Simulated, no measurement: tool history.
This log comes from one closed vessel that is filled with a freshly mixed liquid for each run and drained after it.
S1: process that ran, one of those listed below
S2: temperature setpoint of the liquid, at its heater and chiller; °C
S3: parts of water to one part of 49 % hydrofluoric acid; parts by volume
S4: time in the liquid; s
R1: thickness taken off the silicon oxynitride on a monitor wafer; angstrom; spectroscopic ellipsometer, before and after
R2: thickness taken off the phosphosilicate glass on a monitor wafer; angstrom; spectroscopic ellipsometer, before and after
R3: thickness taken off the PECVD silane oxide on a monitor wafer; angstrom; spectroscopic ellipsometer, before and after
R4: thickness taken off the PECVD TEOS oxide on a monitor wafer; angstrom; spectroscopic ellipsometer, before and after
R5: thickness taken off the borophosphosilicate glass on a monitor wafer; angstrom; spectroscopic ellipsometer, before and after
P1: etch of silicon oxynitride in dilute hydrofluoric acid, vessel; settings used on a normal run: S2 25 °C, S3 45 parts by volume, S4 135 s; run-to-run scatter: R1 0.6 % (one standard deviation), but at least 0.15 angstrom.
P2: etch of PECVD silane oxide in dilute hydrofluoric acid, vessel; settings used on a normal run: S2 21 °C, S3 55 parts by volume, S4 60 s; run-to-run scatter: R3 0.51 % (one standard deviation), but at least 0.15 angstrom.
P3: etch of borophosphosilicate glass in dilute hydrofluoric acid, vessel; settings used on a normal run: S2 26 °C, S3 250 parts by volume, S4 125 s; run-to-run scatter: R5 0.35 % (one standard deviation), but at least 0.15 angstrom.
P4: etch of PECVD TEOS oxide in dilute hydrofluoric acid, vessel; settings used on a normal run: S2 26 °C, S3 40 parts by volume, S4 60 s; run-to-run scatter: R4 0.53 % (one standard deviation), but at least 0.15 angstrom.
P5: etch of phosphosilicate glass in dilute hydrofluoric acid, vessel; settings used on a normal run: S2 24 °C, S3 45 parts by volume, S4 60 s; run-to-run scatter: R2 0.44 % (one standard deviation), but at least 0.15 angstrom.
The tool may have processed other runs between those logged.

Run 1, hour 8.1: S1 P1, S2 25 °C, S3 45 parts by volume, S4 135 s. Result: R1 46.93 angstrom.
Run 2, hour 17.6: S1 P1, S2 21.5 °C, S3 20 parts by volume, S4 135 s. Result: R1 90.843 angstrom.
Run 3, hour 34.3: S1 P1, S2 32.5 °C, S3 45 parts by volume, S4 135 s. Result: R1 67.189 angstrom.
Run 4, hour 44.3: S1 P5, S2 24 °C, S3 45 parts by volume, S4 35 s. Result: R2 1392.4 angstrom.
Run 5, hour 61.7: S1 P2, S2 21 °C, S3 55 parts by volume, S4 60 s. Result: R3 353.35 angstrom.
Run 6, hour 70.3: S1 P1, S2 25 °C, S3 45 parts by volume, S4 135 s. Result: R1 47.608 angstrom.
Run 7, hour 86.3: S1 P1, S2 20 °C, S3 20 parts by volume, S4 135 s. Result: R1 83.532 angstrom.
Run 8, hour 97: S1 P5, S2 24 °C, S3 45 parts by volume, S4 60 s. Result: R2 2423.3 angstrom.
Run 9, hour 112.2: S1 P4, S2 21.5 °C, S3 40 parts by volume, S4 60 s. Result: R4 199.72 angstrom.
Run 10, hour 128.5: S1 P4, S2 26 °C, S3 20 parts by volume, S4 60 s. Result: R4 498.84 angstrom.
Run 11, hour 143.5: S1 P2, S2 21 °C, S3 55 parts by volume, S4 105 s. Result: R3 620.22 angstrom.
Run 12, hour 159.5: S1 P4, S2 26 °C, S3 40 parts by volume, S4 105 s. Result: R4 428.62 angstrom.
Run 13, hour 169.9: S1 P1, S2 25 °C, S3 20 parts by volume, S4 135 s. Result: R1 108.41 angstrom.
Run 14, hour 188.3: S1 P5, S2 17 °C, S3 45 parts by volume, S4 60 s. Result: R2 1784.8 angstrom.
Run 15, hour 200.4: S1 P3, S2 26 °C, S3 400 parts by volume, S4 125 s. Result: R5 179.23 angstrom.
Run 16, hour 211.6: S1 P1, S2 25 °C, S3 45 parts by volume, S4 255 s. Result: R1 89.692 angstrom.
Run 17, hour 224.4: S1 P1, S2 25 °C, S3 75 parts by volume, S4 135 s. Result: R1 27.392 angstrom.
Run 18, hour 242: S1 P1, S2 25 °C, S3 45 parts by volume, S4 135 s. Result: R1 47.058 angstrom.
Run 19, hour 252.6: S1 P1, S2 25 °C, S3 45 parts by volume, S4 75 s. Result: R1 26.085 angstrom.
Run 20, hour 267.3: S1 P2, S2 21 °C, S3 80 parts by volume, S4 60 s. Result: R3 237.3 angstrom.
Run 21, hour 279.1: S1 P4, S2 26 °C, S3 40 parts by volume, S4 60 s. Result: R4 240.95 angstrom.
Run 22, hour 291.8: S1 P2, S2 17 °C, S3 55 parts by volume, S4 60 s. Result: R3 298.42 angstrom.
Run 23, hour 304.5: S1 P3, S2 26 °C, S3 250 parts by volume, S4 30 s. Result: R5 79.339 angstrom.
Run 24, hour 322: S1 P1, S2 25 °C, S3 45 parts by volume, S4 135 s. Result: R1 47.516 angstrom.
Run 25, hour 339.9: S1 P5, S2 24 °C, S3 20 parts by volume, S4 60 s. Result: R2 5620.7 angstrom.
Run 26, hour 356.6: S1 P2, S2 21 °C, S3 55 parts by volume, S4 60 s. Result: R3 355.57 angstrom.
Run 27, hour 374: S1 P4, S2 26 °C, S3 40 parts by volume, S4 60 s. Result: R4 243.4 angstrom.
At hour 392.2: hydrofluoric acid flow meter replaced.
Run 28, hour 392.6: S1 P3, S2 26 °C, S3 250 parts by volume, S4 125 s. Result: R5 332.14 angstrom.
Run 29, hour 411.1: S1 P1, S2 19.5 °C, S3 45 parts by volume, S4 135 s. Result: R1 35.61 angstrom.
Run 30, hour 419.8: S1 P1, S2 25 °C, S3 45 parts by volume, S4 135 s. Result: R1 47.858 angstrom.
Run 31, hour 433.5: S1 P3, S2 33.5 °C, S3 250 parts by volume, S4 125 s. Result: R5 427.81 angstrom.
Run 32, hour 445.9: S1 P1, S2 21 °C, S3 20 parts by volume, S4 135 s. Result: R1 89.726 angstrom.
Run 33, hour 462.2: S1 P1, S2 25 °C, S3 45 parts by volume, S4 135 s. Result: R1 47.222 angstrom.
Run 34, hour 475.1: S1 P1, S2 25 °C, S3 45 parts by volume, S4 135 s. Result: R1 48.609 angstrom.
Run 35, hour 492.8: S1 P1, S2 25 °C, S3 45 parts by volume, S4 135 s. Result: R1 49.768 angstrom.
Run 36, hour 508.6: S1 P1, S2 25 °C, S3 45 parts by volume, S4 135 s. Result: R1 49.835 angstrom.
Run 37, hour 520.4: S1 P1, S2 25 °C, S3 45 parts by volume, S4 135 s. Result: R1 50.407 angstrom.
Run 38, hour 534.8: S1 P1, S2 25 °C, S3 45 parts by volume, S4 135 s. Result: R1 50.47 angstrom.
Run 39, hour 544.5: S1 P1, S2 25 °C, S3 45 parts by volume, S4 135 s. Result: R1 50.58 angstrom.
Run 40, hour 557.1: S1 P1, S2 25 °C, S3 45 parts by volume, S4 135 s. Result: R1 50.783 angstrom.
Run 41, hour 565.1: S1 P1, S2 25 °C, S3 45 parts by volume, S4 135 s. Result: R1 51.488 angstrom.
Run 42, hour 575.7: S1 P1, S2 25 °C, S3 45 parts by volume, S4 135 s. Result: R1 51.357 angstrom.

Something has made what P1 gives creep away from where it was; the 2 causes below, each at its own stated size, fit the log equally well:
A: liquid hotter than its thermometer reads (K) = 1.45
B: hydrofluoric acid flow above the setpoint (%) = 6.95
The gradual shift began around hour 462.2.

Which of the 4 check runs listed below separates the causes, so that each cause would produce a clearly different result? Each run uses one wafer, and its results are marked with question marks.
Run check 1, hour 586.3: S1 P4, S2 26 °C, S3 25 parts by volume, S4 105 s. Result: R4 ?.
Run check 2, hour 586.3: S1 P2, S2 17 °C, S3 55 parts by volume, S4 105 s. Result: R3 ?.
Run check 3, hour 586.3: S1 P3, S2 33 °C, S3 250 parts by volume, S4 50 s. Result: R5 ?.
Run check 4, hour 586.3: S1 P5, S2 19.5 °C, S3 45 parts by volume, S4 60 s. Result: R2 ?.

How each check would come out, cause by cause:
  check  result    if A    if B
check 1      R4  739.39   746.5
check 2      R3  557.54  562.35
check 3      R5  176.39  183.81
check 4      R2  2121.4  2140.3
Minimum pairwise separation of causes per check, each pair taken at its best-separating result: check 1 0.96 %; check 2 0.86 %; check 3 4.12 %; check 4 0.89 %
Only check 3 tells the causes apart: in the others they would give nearly the same result.

Then check 3 was run and gave: R5 176.36 angstrom. Which cause is it?

Of the candidate causes, it is A: liquid hotter than its thermometer reads (K).
